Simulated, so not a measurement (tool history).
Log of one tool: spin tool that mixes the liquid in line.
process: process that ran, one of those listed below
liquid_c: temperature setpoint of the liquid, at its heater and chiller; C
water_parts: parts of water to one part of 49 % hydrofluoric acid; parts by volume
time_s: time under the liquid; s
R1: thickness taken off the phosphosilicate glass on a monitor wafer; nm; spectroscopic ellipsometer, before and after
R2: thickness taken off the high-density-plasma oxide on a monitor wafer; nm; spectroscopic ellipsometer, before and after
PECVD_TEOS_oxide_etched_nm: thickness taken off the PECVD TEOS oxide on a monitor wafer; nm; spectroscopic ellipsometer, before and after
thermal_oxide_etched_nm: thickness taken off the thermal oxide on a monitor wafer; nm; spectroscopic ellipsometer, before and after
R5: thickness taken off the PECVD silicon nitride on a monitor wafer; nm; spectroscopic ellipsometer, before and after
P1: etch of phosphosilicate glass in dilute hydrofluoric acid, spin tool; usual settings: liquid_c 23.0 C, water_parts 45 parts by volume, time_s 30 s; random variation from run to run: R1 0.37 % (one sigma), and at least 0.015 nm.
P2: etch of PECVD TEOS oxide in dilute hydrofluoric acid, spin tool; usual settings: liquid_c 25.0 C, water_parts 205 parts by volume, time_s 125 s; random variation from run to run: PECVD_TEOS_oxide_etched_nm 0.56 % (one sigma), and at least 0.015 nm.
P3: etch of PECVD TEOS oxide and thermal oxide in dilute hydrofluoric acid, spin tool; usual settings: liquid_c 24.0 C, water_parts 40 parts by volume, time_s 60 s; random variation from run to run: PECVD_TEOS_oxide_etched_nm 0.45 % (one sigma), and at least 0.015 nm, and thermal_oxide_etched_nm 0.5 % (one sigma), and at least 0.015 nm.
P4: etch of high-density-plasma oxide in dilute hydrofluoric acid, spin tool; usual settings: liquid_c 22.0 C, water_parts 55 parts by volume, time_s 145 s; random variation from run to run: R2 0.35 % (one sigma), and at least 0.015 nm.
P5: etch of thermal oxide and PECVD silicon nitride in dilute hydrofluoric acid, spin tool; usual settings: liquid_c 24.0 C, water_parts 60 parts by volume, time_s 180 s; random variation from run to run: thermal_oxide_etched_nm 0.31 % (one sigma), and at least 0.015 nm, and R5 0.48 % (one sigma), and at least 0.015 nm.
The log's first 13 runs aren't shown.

Run 14, day 7.371: process P5, liquid_c 29.5 C, water_parts 60 parts by volume, time_s 180 s. Result: thermal_oxide_etched_nm 18.6100 nm, R5 7.5752 nm.
Run 15, day 7.892: process P2, liquid_c 25.0 C, water_parts 205 parts by volume, time_s 125 s. Result: PECVD_TEOS_oxide_etched_nm 6.3037 nm.
Run 16, day 8.475: process P5, liquid_c 24.0 C, water_parts 60 parts by volume, time_s 180 s. Result: thermal_oxide_etched_nm 14.9300 nm, R5 5.2899 nm.
Run 17, day 8.996: process P5, liquid_c 24.0 C, water_parts 35 parts by volume, time_s 180 s. Result: thermal_oxide_etched_nm 26.3070 nm, R5 8.9154 nm.
Run 18, day 9.688: process P5, liquid_c 24.0 C, water_parts 60 parts by volume, time_s 65 s. Result: thermal_oxide_etched_nm 5.3605 nm, R5 1.9175 nm.
Run 19, day 10.238: process P2, liquid_c 18.0 C, water_parts 205 parts by volume, time_s 125 s. Result: PECVD_TEOS_oxide_etched_nm 4.7391 nm.
Run 20, day 10.867: process P5, liquid_c 24.0 C, water_parts 60 parts by volume, time_s 180 s. Result: thermal_oxide_etched_nm 14.8620 nm, R5 5.2579 nm.
Run 21, day 11.433: process P4, liquid_c 22.0 C, water_parts 20 parts by volume, time_s 145 s. Result: R2 46.783 nm.
Run 22, day 11.971: process P2, liquid_c 25.0 C, water_parts 205 parts by volume, time_s 235 s. Result: PECVD_TEOS_oxide_etched_nm 11.8820 nm.
Run 23, day 12.408: process P1, liquid_c 23.0 C, water_parts 45 parts by volume, time_s 30 s. Result: R1 134.600 nm.
Run 24, day 13.017: process P3, liquid_c 28.5 C, water_parts 40 parts by volume, time_s 60 s. Result: PECVD_TEOS_oxide_etched_nm 41.1070 nm, thermal_oxide_etched_nm 9.2867 nm.
Run 25, day 13.621: process P1, liquid_c 23.0 C, water_parts 25 parts by volume, time_s 30 s. Result: R1 248.790 nm.
Run 26, day 13.979: process P1, liquid_c 23.0 C, water_parts 45 parts by volume, time_s 55 s. Result: R1 246.000 nm.
Run 27, day 14.471: process P1, liquid_c 23.0 C, water_parts 65 parts by volume, time_s 30 s. Result: R1 91.230 nm.
Run 28, day 14.817: process P3, liquid_c 24.0 C, water_parts 40 parts by volume, time_s 60 s. Result: PECVD_TEOS_oxide_etched_nm 34.0810 nm, thermal_oxide_etched_nm 7.6966 nm.
Run 29, day 15.308: process P1, liquid_c 23.0 C, water_parts 45 parts by volume, time_s 30 s. Result: R1 134.950 nm.
Run 30, day 15.721: process P4, liquid_c 25.5 C, water_parts 55 parts by volume, time_s 145 s. Result: R2 18.651 nm.
Run 31, day 16.192: process P3, liquid_c 24.0 C, water_parts 40 parts by volume, time_s 110 s. Result: PECVD_TEOS_oxide_etched_nm 62.4350 nm, thermal_oxide_etched_nm 14.1180 nm.
Run 32, day 16.642: process P1, liquid_c 17.0 C, water_parts 45 parts by volume, time_s 30 s. Result: R1 104.400 nm.
Run 33, day 17.221: process P1, liquid_c 30.0 C, water_parts 45 parts by volume, time_s 30 s. Result: R1 179.510 nm.
Run 34, day 17.646: process P1, liquid_c 23.0 C, water_parts 45 parts by volume, time_s 30 s. Result: R1 134.260 nm.

The next listed run, before its measurement:
Run 35, day 18.383: process P1, liquid_c 23.0 C, water_parts 45 parts by volume, time_s 30 s. Result: R1 ?.

R1: 140.040 nm
